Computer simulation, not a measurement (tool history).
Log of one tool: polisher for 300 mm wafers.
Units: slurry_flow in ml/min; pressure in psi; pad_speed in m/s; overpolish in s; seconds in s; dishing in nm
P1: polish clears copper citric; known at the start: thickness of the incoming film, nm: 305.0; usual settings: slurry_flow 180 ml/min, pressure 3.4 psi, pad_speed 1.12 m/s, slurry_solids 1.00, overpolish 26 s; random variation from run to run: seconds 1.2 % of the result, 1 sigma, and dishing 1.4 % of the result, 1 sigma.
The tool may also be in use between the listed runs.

| run | hour | slurry_flow | pressure | pad_speed | slurry_solids | overpolish | wafers polished on this pad | hours since the slurry nozzle was cleaned | hours since the head pressure was calibrated | hours since the slurry blender was calibrated | seconds | dishing |
|---|---|---|---|---|---|---|---|---|---|---|---|---|
| 1 | 12.5 | 180 | 3.4 | 1.12 | 1.00 | 26 | 492 | 82.3 | 506.9 | 41.4 | 107.230 | 43.749 |
| 2 | 23.2 | 135 | 3.4 | 1.12 | 0.60 | 26 | 594 | 93.0 | 517.6 | 52.1 | 123.060 | 38.928 |
| 3 | 30.5 | 180 | 3.4 | 1.12 | 1.00 | 39 | 663 | 100.3 | 524.9 | 59.4 | 105.640 | 56.458 |
| 4 | 37.4 | 180 | 3.4 | 1.12 | 1.00 | 26 | 729 | 107.2 | 531.8 | 66.3 | 104.620 | 44.470 |
| 5 | 43.4 | 180 | 3.4 | 1.12 | 1.00 | 8 | 786 | 113.2 | 537.8 | 72.3 | 104.900 | 16.597 |
| 6 | 54.8 | 110 | 3.4 | 1.12 | 1.00 | 26 | 895 | 124.6 | 549.2 | 83.7 | 114.460 | 40.805 |
| 7 | 65.4 | 275 | 3.4 | 1.12 | 1.00 | 26 | 996 | 135.2 | 559.8 | 94.3 | 102.760 | 44.197 |
| 8 | 76.4 | 180 | 3.4 | 1.66 | 1.00 | 40 | 1101 | 146.2 | 570.8 | 105.3 | 70.605 | 68.940 |
| 9 | 84.5 | 180 | 3.4 | 0.60 | 1.00 | 26 | 1178 | 154.3 | 578.9 | 113.4 | 192.880 | 27.321 |
| 10 | 92.7 | 180 | 3.4 | 1.12 | 1.00 | 26 | 1256 | 162.5 | 587.1 | 121.6 | 104.340 | 43.933 |
| 11 | 103.8 | 180 | 3.4 | 1.12 | 1.00 | 26 | 1362 | 173.6 | 598.2 | 132.7 | 105.380 | 43.498 |
| 12 | 116.0 | 180 | 3.4 | 1.12 | 1.00 | 26 | 1479 | 185.8 | 610.4 | 144.9 | 105.670 | 44.123 |
| 13 | 126.2 | 180 | 1.5 | 1.12 | 1.00 | 26 | 1576 | 196.0 | 620.6 | 155.1 | 232.990 | 22.382 |
| 14 | 134.5 | 180 | 3.4 | 1.72 | 1.00 | 26 | 1655 | 204.3 | 628.9 | 163.4 | 70.241 | 57.719 |
| 15 | 140.9 | 180 | 5.1 | 1.58 | 1.00 | 26 | 1716 | 210.7 | 635.3 | 169.8 | 50.222 | 69.790 |
| 16 | 147.8 | 180 | 3.4 | 1.12 | 1.30 | 26 | 1782 | 217.6 | 642.2 | 176.7 | 99.002 | 45.320 |
|  | 153.9 | slurry blender recalibrated |
| 17 | 154.9 | 180 | 3.4 | 1.12 | 1.00 | 26 | 1849 | 224.7 | 649.3 | 1.1 | 105.680 | 42.285 |
| 18 | 166.4 | 180 | 4.7 | 1.12 | 1.00 | 26 | 1959 | 236.2 | 660.8 | 12.6 | 77.648 | 54.492 |
| 19 | 173.0 | 180 | 3.4 | 1.12 | 0.65 | 26 | 2022 | 242.8 | 667.4 | 19.2 | 114.780 | 39.727 |
| 20 | 185.5 | 180 | 3.4 | 1.12 | 1.00 | 26 | 2141 | 255.3 | 679.9 | 31.7 | 105.370 | 43.405 |
| 21 | 198.0 | 180 | 3.4 | 1.12 | 1.00 | 26 | 2260 | 267.8 | 692.4 | 44.2 | 106.900 | 42.374 |
| 22 | 205.2 | 180 | 3.4 | 1.12 | 1.00 | 26 | 2329 | 275.0 | 699.6 | 51.4 | 109.360 | 42.638 |
| 23 | 213.8 | 180 | 3.4 | 1.12 | 1.00 | 26 | 2411 | 283.6 | 708.2 | 60.0 | 110.000 | 41.115 |
| 24 | 226.0 | 180 | 3.4 | 1.12 | 1.00 | 26 | 2527 | 295.8 | 720.4 | 72.2 | 113.270 | 40.804 |
| 25 | 234.4 | 180 | 3.4 | 1.12 | 1.00 | 26 | 2607 | 304.2 | 728.8 | 80.6 | 112.950 | 40.536 |
| 26 | 241.2 | 180 | 3.4 | 1.12 | 1.00 | 26 | 2672 | 311.0 | 735.6 | 87.4 | 112.220 | 41.311 |
|  | 250.5 | head pressure recalibrated |
| 27 | 254.5 | 180 | 3.4 | 1.12 | 1.00 | 26 | 2799 | 324.3 | 4.1 | 100.7 | 114.700 | 41.095 |
|  | 262.8 | worn pad replaced by a new one |
| 28 | 264.6 | 180 | 3.4 | 1.12 | 1.00 | 26 | 17 | 334.4 | 14.2 | 110.8 | 114.880 | 41.040 |
| 29 | 278.2 | 180 | 3.4 | 1.12 | 1.00 | 26 | 147 | 348.0 | 27.8 | 124.4 | 114.060 | 41.400 |
| 30 | 291.2 | 180 | 3.4 | 1.12 | 1.00 | 26 | 271 | 361.0 | 40.8 | 137.4 | 114.080 | 40.684 |

What P1 gives has crept away from where it was. These 2 causes fit the log equally well, each at the size given:
A: abrasive missing from the slurry, % = 33.5
B: slurry flow missing at the pad, % = 37.6
The creep began at about hour 185.5.
Why every other cause is out:
removal rate lost through wear of the pad, %: serviced at hour 262.8, which brought nothing back
head's pressure below its setpoint, %: serviced at hour 250.5, which brought nothing back

4 check runs are offered, each on 5 wafers whose results are averaged, their results left as question marks. Which one tells the causes apart?
| check 1 | 304.2 | 110 | 2.5 | 1.12 | 1.00 | 26 |  |  |  |  | ? | ? |
| check 2 | 304.2 | 180 | 3.4 | 0.72 | 1.00 | 26 |  |  |  |  | ? | ? |
| check 3 | 304.2 | 180 | 2.0 | 1.12 | 1.00 | 26 |  |  |  |  | ? | ? |
| check 4 | 304.2 | 180 | 2.4 | 1.12 | 1.00 | 26 |  |  |  |  | ? | ? |

What each check would give under each cause:
| check | result | if A | if B |
|---|---|---|---|
| check 1 | seconds | 169.440 | 177.650 |
| check 1 | dishing | 29.834 | 28.738 |
| check 2 | seconds | 176.440 | 176.480 |
| check 2 | dishing | 29.375 | 29.370 |
| check 3 | seconds | 192.300 | 192.340 |
| check 3 | dishing | 26.639 | 26.634 |
| check 4 | seconds | 161.110 | 161.140 |
| check 4 | dishing | 30.958 | 30.953 |
How far apart the two closest causes lie, in the result that separates them most: check 1 4.73 %; check 2 0.02 %; check 3 0.02 %; check 4 0.02 %
Only check 1 tells the causes apart: in the others they would give nearly the same result.

Then check 1 was run and gave: seconds 169.060 s; dishing 29.860 nm. Which cause is it?

It is A: abrasive missing from the slurry, %.
